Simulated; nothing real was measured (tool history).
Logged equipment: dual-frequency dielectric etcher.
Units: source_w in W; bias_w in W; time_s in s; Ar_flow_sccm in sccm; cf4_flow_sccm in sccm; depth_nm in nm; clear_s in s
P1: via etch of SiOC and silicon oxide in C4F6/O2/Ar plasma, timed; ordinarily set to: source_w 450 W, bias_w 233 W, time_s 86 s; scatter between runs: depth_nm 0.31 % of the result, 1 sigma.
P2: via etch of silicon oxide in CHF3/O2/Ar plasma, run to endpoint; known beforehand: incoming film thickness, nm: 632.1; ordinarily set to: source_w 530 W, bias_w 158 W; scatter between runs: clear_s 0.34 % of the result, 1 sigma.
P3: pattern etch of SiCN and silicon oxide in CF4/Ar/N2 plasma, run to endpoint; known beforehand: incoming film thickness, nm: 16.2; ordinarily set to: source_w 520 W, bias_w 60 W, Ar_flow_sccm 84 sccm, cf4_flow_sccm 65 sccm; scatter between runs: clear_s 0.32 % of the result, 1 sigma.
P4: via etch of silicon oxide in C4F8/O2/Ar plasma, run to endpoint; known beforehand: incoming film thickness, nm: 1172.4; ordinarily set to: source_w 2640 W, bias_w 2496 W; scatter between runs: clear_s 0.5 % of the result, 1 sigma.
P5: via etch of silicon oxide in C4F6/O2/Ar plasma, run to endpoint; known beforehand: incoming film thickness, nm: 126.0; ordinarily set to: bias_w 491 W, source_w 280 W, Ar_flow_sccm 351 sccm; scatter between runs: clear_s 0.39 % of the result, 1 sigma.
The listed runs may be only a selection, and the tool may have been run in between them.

| run | hour | process | source_w | bias_w | time_s | Ar_flow_sccm | cf4_flow_sccm | hours since the last wet clean | hours since the last source power generator calibration | hours since the last bias power generator calibration | depth_nm | clear_s |
|---|---|---|---|---|---|---|---|---|---|---|---|---|
| 1 | 5.8 | P1 | 450 | 233 | 86 |  |  | 250.6 | 939.3 | 597.1 | 109.79 |  |
| 2 | 9.9 | P2 | 380 | 158 |  |  |  | 254.7 | 943.4 | 601.2 |  | 410.35 |
| 3 | 17 | P1 | 450 | 233 | 86 |  |  | 261.8 | 950.5 | 608.3 | 109.58 |  |
| 4 | 25.1 | P1 | 450 | 139 | 86 |  |  | 269.9 | 958.6 | 616.4 | 92.922 |  |
| 5 | 33.5 | P3 | 520 | 60 |  | 84 | 52 | 278.3 | 967 | 624.8 |  | 17.828 |
|  | 35.7 | wet clean of the chamber |
| 6 | 41.1 | P1 | 450 | 233 | 86 |  |  | 5.4 | 974.6 | 632.4 | 109.62 |  |
| 7 | 46.6 | P1 | 450 | 285 | 86 |  |  | 10.9 | 980.1 | 637.9 | 116.51 |  |
| 8 | 52.4 | P1 | 450 | 233 | 55 |  |  | 16.7 | 985.9 | 643.7 | 70.291 |  |
| 9 | 56.5 | P1 | 540 | 233 | 86 |  |  | 20.8 | 990 | 647.8 | 117.79 |  |
| 10 | 64 | P1 | 450 | 233 | 86 |  |  | 28.3 | 997.5 | 655.3 | 109.35 |  |
| 11 | 71.5 | P3 | 400 | 60 |  | 84 | 65 | 35.8 | 1005 | 662.8 |  | 21.64 |
| 12 | 77.7 | P2 | 530 | 195 |  |  |  | 42 | 1011.2 | 669 |  | 335.55 |
| 13 | 85.3 | P5 | 280 | 491 |  | 351 |  | 49.6 | 1018.8 | 676.6 |  | 32.675 |
| 14 | 91.1 | P2 | 530 | 158 |  |  |  | 55.4 | 1024.6 | 682.4 |  | 359.74 |
| 15 | 95.8 | P5 | 280 | 491 |  | 208 |  | 60.1 | 1029.3 | 687.1 |  | 30.752 |
| 16 | 101.2 | P5 | 200 | 491 |  | 351 |  | 65.5 | 1034.7 | 692.5 |  | 37.175 |
| 17 | 109 | P3 | 520 | 60 |  | 109 | 65 | 73.3 | 1042.5 | 700.3 |  | 17.918 |
| 18 | 116.5 | P1 | 450 | 233 | 107.5 |  |  | 80.8 | 1050 | 707.8 | 136.57 |  |
| 19 | 123.8 | P1 | 450 | 233 | 86 |  |  | 88.1 | 1057.3 | 715.1 | 109.28 |  |
| 20 | 128.8 | P1 | 450 | 233 | 86 |  |  | 93.1 | 1062.3 | 720.1 | 109.21 |  |
| 21 | 133.6 | P3 | 520 | 36 |  | 84 | 65 | 97.9 | 1067.1 | 724.9 |  | 19.949 |
| 22 | 137.8 | P4 | 1580 | 2496 |  |  |  | 102.1 | 1071.3 | 729.1 |  | 235.78 |
| 23 | 142.6 | P5 | 280 | 315 |  | 351 |  | 106.9 | 1076.1 | 733.9 |  | 38.452 |
| 24 | 150.5 | P4 | 2640 | 1722 |  |  |  | 114.8 | 1084 | 741.8 |  | 213.05 |
| 25 | 154.7 | P4 | 2640 | 2496 |  |  |  | 119 | 1088.2 | 746 |  | 192.08 |
| 26 | 163.1 | P1 | 570 | 233 | 122.5 |  |  | 127.4 | 1096.6 | 754.4 | 170.93 |  |
| 27 | 167.2 | P3 | 520 | 60 |  | 84 | 65 | 131.5 | 1100.7 | 758.5 |  | 17.067 |
| 28 | 172.7 | P1 | 360 | 233 | 86 |  |  | 137 | 1106.2 | 764 | 101.25 |  |
| 29 | 176.9 | P1 | 450 | 233 | 86 |  |  | 141.2 | 1110.4 | 768.2 | 109.42 |  |
| 30 | 181.5 | P1 | 450 | 233 | 86 |  |  | 145.8 | 1115 | 772.8 | 109.3 |  |
| 31 | 186.2 | P1 | 450 | 233 | 86 |  |  | 150.5 | 1119.7 | 777.5 | 108.02 |  |
| 32 | 193 | P1 | 450 | 233 | 86 |  |  | 157.3 | 1126.5 | 784.3 | 108.53 |  |
| 33 | 196.8 | P1 | 450 | 233 | 86 |  |  | 161.1 | 1130.3 | 788.1 | 108.68 |  |
|  | 202.1 | wet clean of the chamber |
| 34 | 205.1 | P1 | 450 | 233 | 86 |  |  | 3.1 | 1138.6 | 796.4 | 108.01 |  |
| 35 | 209.3 | P1 | 450 | 233 | 86 |  |  | 7.3 | 1142.8 | 800.6 | 108.33 |  |
| 36 | 214.3 | P1 | 450 | 233 | 86 |  |  | 12.3 | 1147.8 | 805.6 | 108.21 |  |
| 37 | 220.2 | P1 | 450 | 233 | 86 |  |  | 18.2 | 1153.7 | 811.5 | 107.87 |  |
| 38 | 226.1 | P1 | 450 | 233 | 86 |  |  | 24.1 | 1159.6 | 817.4 | 107.55 |  |
| 39 | 231.2 | P1 | 450 | 233 | 86 |  |  | 29.2 | 1164.7 | 822.5 | 107.91 |  |
| 40 | 236.3 | P1 | 450 | 233 | 86 |  |  | 34.3 | 1169.8 | 827.6 | 107.91 |  |

What P1 gives has crept off from where it sat before. The 2 causes that follow fit the log equally well, each at the size noted:
A: source power that arrives under what is set, % = 3.98
B: bias power that arrives under what is set, % = 4.54
At approximately hour 176.9, the process output began to creep.
All other causes, with the reason each is excluded:
chamber walls in a state that lowers the etch rate, %: serviced after onset, at hour 202.1, with no recovery of the prior output

Each of the 4 check runs below uses one wafer; its results are left as question marks. Which run tells the causes apart?
| check 1 | 241.4 | P2 | 530 | 193 |  |  |  |  |  |  |  | ? |
| check 2 | 241.4 | P5 | 280 | 491 |  | 218 |  |  |  |  |  | ? |
| check 3 | 241.4 | P4 | 1980 | 1795 |  |  |  |  |  |  |  | ? |
| check 4 | 241.4 | P3 | 520 | 38 |  | 84 | 65 |  |  |  |  | ? |

Check results expected under each cause:
| check | result | if A | if B |
|---|---|---|---|
| check 1 | clear_s | 342.45 | 342.62 |
| check 2 | clear_s | 31.532 | 31.617 |
| check 3 | clear_s | 240.57 | 239.75 |
| check 4 | clear_s | 20.341 | 19.861 |
Separation of the two closest causes in each check, using whichever result separates them best: check 1 0.05 %; check 2 0.27 %; check 3 0.34 %; check 4 2.39 %
Only in check 4 would the causes give clearly different results; in the remaining checks their results would be nearly the same.

With check 4 done, the readings were: clear_s 19.924 s. Identify which of the listed causes applies.

It is B: bias power that arrives under what is set, %.

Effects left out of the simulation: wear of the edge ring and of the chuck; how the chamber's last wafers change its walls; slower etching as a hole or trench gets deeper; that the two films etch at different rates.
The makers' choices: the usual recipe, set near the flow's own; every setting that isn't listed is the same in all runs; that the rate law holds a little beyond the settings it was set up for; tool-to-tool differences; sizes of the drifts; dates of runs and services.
